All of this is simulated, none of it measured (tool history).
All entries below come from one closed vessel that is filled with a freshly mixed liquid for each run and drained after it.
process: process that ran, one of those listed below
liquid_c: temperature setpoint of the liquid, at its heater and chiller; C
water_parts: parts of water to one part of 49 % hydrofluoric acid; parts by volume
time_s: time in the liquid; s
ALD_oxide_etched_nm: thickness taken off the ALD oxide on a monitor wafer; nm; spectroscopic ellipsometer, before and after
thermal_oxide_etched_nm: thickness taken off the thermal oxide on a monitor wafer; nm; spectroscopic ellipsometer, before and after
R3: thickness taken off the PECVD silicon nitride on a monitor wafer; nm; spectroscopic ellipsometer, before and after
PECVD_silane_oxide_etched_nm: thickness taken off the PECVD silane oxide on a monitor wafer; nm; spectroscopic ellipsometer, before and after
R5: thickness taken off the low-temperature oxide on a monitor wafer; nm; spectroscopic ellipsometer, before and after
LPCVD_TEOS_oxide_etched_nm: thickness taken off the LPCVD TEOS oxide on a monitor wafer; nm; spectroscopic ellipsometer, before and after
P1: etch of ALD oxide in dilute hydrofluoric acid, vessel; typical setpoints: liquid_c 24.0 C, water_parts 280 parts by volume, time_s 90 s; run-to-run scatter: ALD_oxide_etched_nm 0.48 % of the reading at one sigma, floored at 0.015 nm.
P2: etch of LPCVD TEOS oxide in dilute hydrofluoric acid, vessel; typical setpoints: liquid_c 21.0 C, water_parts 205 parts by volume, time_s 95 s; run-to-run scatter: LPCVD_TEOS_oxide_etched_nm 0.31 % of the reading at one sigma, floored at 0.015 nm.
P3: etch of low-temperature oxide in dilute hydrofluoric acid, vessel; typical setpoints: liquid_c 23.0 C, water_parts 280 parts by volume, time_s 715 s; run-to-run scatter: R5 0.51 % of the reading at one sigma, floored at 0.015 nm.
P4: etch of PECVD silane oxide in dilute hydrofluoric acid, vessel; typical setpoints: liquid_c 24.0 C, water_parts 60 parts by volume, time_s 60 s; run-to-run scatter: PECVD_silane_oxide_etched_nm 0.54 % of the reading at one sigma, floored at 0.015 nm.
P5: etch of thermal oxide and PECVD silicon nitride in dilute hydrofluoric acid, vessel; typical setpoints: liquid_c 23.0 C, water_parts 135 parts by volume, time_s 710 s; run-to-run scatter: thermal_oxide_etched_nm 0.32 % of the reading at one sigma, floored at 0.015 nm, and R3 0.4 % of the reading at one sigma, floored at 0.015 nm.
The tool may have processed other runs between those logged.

{"run": 1, "hour": 8.5, "process": "P1", "liquid_c": 24.0, "water_parts": 280, "time_s": 90, "ALD_oxide_etched_nm": 4.4953}
{"run": 2, "hour": 14.7, "process": "P5", "liquid_c": 23.0, "water_parts": 135, "time_s": 1405, "thermal_oxide_etched_nm": 46.212, "R3": 28.085}
{"run": 3, "hour": 22.6, "process": "P1", "liquid_c": 24.0, "water_parts": 280, "time_s": 90, "ALD_oxide_etched_nm": 4.448}
{"run": 4, "hour": 32.4, "process": "P4", "liquid_c": 20.0, "water_parts": 60, "time_s": 60, "PECVD_silane_oxide_etched_nm": 38.556}
{"run": 5, "hour": 37.9, "process": "P5", "liquid_c": 30.0, "water_parts": 135, "time_s": 710, "thermal_oxide_etched_nm": 30.346, "R3": 21.964}
{"run": 6, "hour": 50.2, "process": "P4", "liquid_c": 24.0, "water_parts": 60, "time_s": 60, "PECVD_silane_oxide_etched_nm": 45.707}
{"hour": 54.2, "done": "thermometer replaced"}
{"run": 7, "hour": 59.2, "process": "P3", "liquid_c": 23.0, "water_parts": 110, "time_s": 715, "R5": 119.74}
{"run": 8, "hour": 69.5, "process": "P5", "liquid_c": 23.0, "water_parts": 135, "time_s": 710, "thermal_oxide_etched_nm": 23.388, "R3": 14.197}
{"run": 9, "hour": 78.3, "process": "P1", "liquid_c": 24.0, "water_parts": 280, "time_s": 30, "ALD_oxide_etched_nm": 1.511}
{"run": 10, "hour": 90.0, "process": "P1", "liquid_c": 24.0, "water_parts": 280, "time_s": 90, "ALD_oxide_etched_nm": 4.4976}
{"run": 11, "hour": 97.2, "process": "P2", "liquid_c": 21.0, "water_parts": 205, "time_s": 95, "LPCVD_TEOS_oxide_etched_nm": 9.8671}
{"run": 12, "hour": 108.7, "process": "P3", "liquid_c": 23.0, "water_parts": 280, "time_s": 115, "R5": 6.3925}
{"run": 13, "hour": 116.8, "process": "P5", "liquid_c": 23.0, "water_parts": 135, "time_s": 710, "thermal_oxide_etched_nm": 23.356, "R3": 14.032}
{"run": 14, "hour": 128.9, "process": "P5", "liquid_c": 23.0, "water_parts": 60, "time_s": 710, "thermal_oxide_etched_nm": 57.245, "R3": 31.2}
{"run": 15, "hour": 139.7, "process": "P2", "liquid_c": 21.0, "water_parts": 95, "time_s": 95, "LPCVD_TEOS_oxide_etched_nm": 23.778}
{"run": 16, "hour": 147.5, "process": "P1", "liquid_c": 24.0, "water_parts": 280, "time_s": 180, "ALD_oxide_etched_nm": 8.9497}
{"run": 17, "hour": 156.5, "process": "P1", "liquid_c": 29.5, "water_parts": 280, "time_s": 90, "ALD_oxide_etched_nm": 5.4065}
{"run": 18, "hour": 168.1, "process": "P1", "liquid_c": 24.0, "water_parts": 440, "time_s": 90, "ALD_oxide_etched_nm": 2.4416}
{"run": 19, "hour": 176.5, "process": "P1", "liquid_c": 24.0, "water_parts": 280, "time_s": 90, "ALD_oxide_etched_nm": 4.4501}
{"run": 20, "hour": 188.7, "process": "P1", "liquid_c": 24.0, "water_parts": 280, "time_s": 90, "ALD_oxide_etched_nm": 4.4746}
{"run": 21, "hour": 196.0, "process": "P4", "liquid_c": 24.0, "water_parts": 105, "time_s": 60, "PECVD_silane_oxide_etched_nm": 24.586}
{"run": 22, "hour": 205.2, "process": "P3", "liquid_c": 27.5, "water_parts": 280, "time_s": 715, "R5": 45.801}
{"run": 23, "hour": 216.9, "process": "P1", "liquid_c": 17.0, "water_parts": 280, "time_s": 90, "ALD_oxide_etched_nm": 3.4938}
{"run": 24, "hour": 224.4, "process": "P2", "liquid_c": 21.0, "water_parts": 205, "time_s": 150, "LPCVD_TEOS_oxide_etched_nm": 15.607}
{"run": 25, "hour": 230.3, "process": "P1", "liquid_c": 17.0, "water_parts": 185, "time_s": 90, "ALD_oxide_etched_nm": 5.6812}
{"run": 26, "hour": 238.9, "process": "P3", "liquid_c": 23.0, "water_parts": 280, "time_s": 715, "R5": 39.99}
{"run": 27, "hour": 247.4, "process": "P2", "liquid_c": 28.0, "water_parts": 205, "time_s": 95, "LPCVD_TEOS_oxide_etched_nm": 12.714}
{"run": 28, "hour": 258.3, "process": "P1", "liquid_c": 24.0, "water_parts": 165, "time_s": 90, "ALD_oxide_etched_nm": 8.6154}
{"run": 29, "hour": 265.5, "process": "P4", "liquid_c": 24.0, "water_parts": 60, "time_s": 30, "PECVD_silane_oxide_etched_nm": 22.621}
{"run": 30, "hour": 278.2, "process": "P1", "liquid_c": 24.0, "water_parts": 280, "time_s": 90, "ALD_oxide_etched_nm": 4.4673}
{"run": 31, "hour": 288.2, "process": "P1", "liquid_c": 24.0, "water_parts": 280, "time_s": 90, "ALD_oxide_etched_nm": 4.5371}
{"run": 32, "hour": 296.2, "process": "P1", "liquid_c": 24.0, "water_parts": 280, "time_s": 90, "ALD_oxide_etched_nm": 4.5855}
{"run": 33, "hour": 306.8, "process": "P1", "liquid_c": 24.0, "water_parts": 280, "time_s": 90, "ALD_oxide_etched_nm": 4.6142}
{"run": 34, "hour": 316.5, "process": "P1", "liquid_c": 24.0, "water_parts": 280, "time_s": 90, "ALD_oxide_etched_nm": 4.6438}
{"run": 35, "hour": 329.0, "process": "P1", "liquid_c": 24.0, "water_parts": 280, "time_s": 90, "ALD_oxide_etched_nm": 4.6605}
{"run": 36, "hour": 338.0, "process": "P1", "liquid_c": 24.0, "water_parts": 280, "time_s": 90, "ALD_oxide_etched_nm": 4.6571}
{"run": 37, "hour": 348.4, "process": "P1", "liquid_c": 24.0, "water_parts": 280, "time_s": 90, "ALD_oxide_etched_nm": 4.6727}
{"run": 38, "hour": 355.4, "process": "P1", "liquid_c": 24.0, "water_parts": 280, "time_s": 90, "ALD_oxide_etched_nm": 4.709}
{"run": 39, "hour": 362.7, "process": "P1", "liquid_c": 24.0, "water_parts": 280, "time_s": 90, "ALD_oxide_etched_nm": 4.6763}
{"run": 40, "hour": 374.4, "process": "P1", "liquid_c": 24.0, "water_parts": 280, "time_s": 90, "ALD_oxide_etched_nm": 4.6478}
{"run": 41, "hour": 383.7, "process": "P1", "liquid_c": 24.0, "water_parts": 280, "time_s": 90, "ALD_oxide_etched_nm": 4.6514}

What P1 gives has crept away from where it was. These 2 causes fit the log equally well, each at the size given:
A: liquid hotter than its thermometer reads (K) = 1.41
B: hydrofluoric acid flow above the setpoint (%) = 3.91
The process output started creeping at around hour 278.2.

Which of the 4 check runs listed below separates the causes, so that each cause would produce a clearly different result? Each run uses one wafer, and its results are marked with question marks.
{"run": "check 1", "hour": 393.0, "process": "P5", "liquid_c": 28.5, "water_parts": 135, "time_s": 1360, "thermal_oxide_etched_nm": "?", "R3": "?"}
{"run": "check 2", "hour": 393.0, "process": "P3", "liquid_c": 23.0, "water_parts": 280, "time_s": 165, "R5": "?"}
{"run": "check 3", "hour": 393.0, "process": "P2", "liquid_c": 27.5, "water_parts": 205, "time_s": 95, "LPCVD_TEOS_oxide_etched_nm": "?"}
{"run": "check 4", "hour": 393.0, "process": "P4", "liquid_c": 24.0, "water_parts": 105, "time_s": 30, "PECVD_silane_oxide_etched_nm": "?"}

Predicted outcomes, by check and by cause:
check=check_1 result=thermal_oxide_etched_nm if_A=58.092 if_B=57.700
check=check_1 result=R3 if_A=41.977 if_B=39.972
check=check_2 result=R5 if_A=9.5953 if_B=9.5848
check=check_3 result=LPCVD_TEOS_oxide_etched_nm if_A=13.1230 if_B=13.0930
check=check_4 result=PECVD_silane_oxide_etched_nm if_A=12.980 if_B=12.823
Distance between the nearest two causes, measured in the result of the check that separates them most: check 1 4.89 %; check 2 0.11 %; check 3 0.23 %; check 4 1.21 %
Only check 1 tells the causes apart: in the others they would give nearly the same result.

Check 1 was then run and gave: thermal_oxide_etched_nm 57.743 nm; R3 39.747 nm. Which cause is it?

It is B: hydrofluoric acid flow above the setpoint (%).
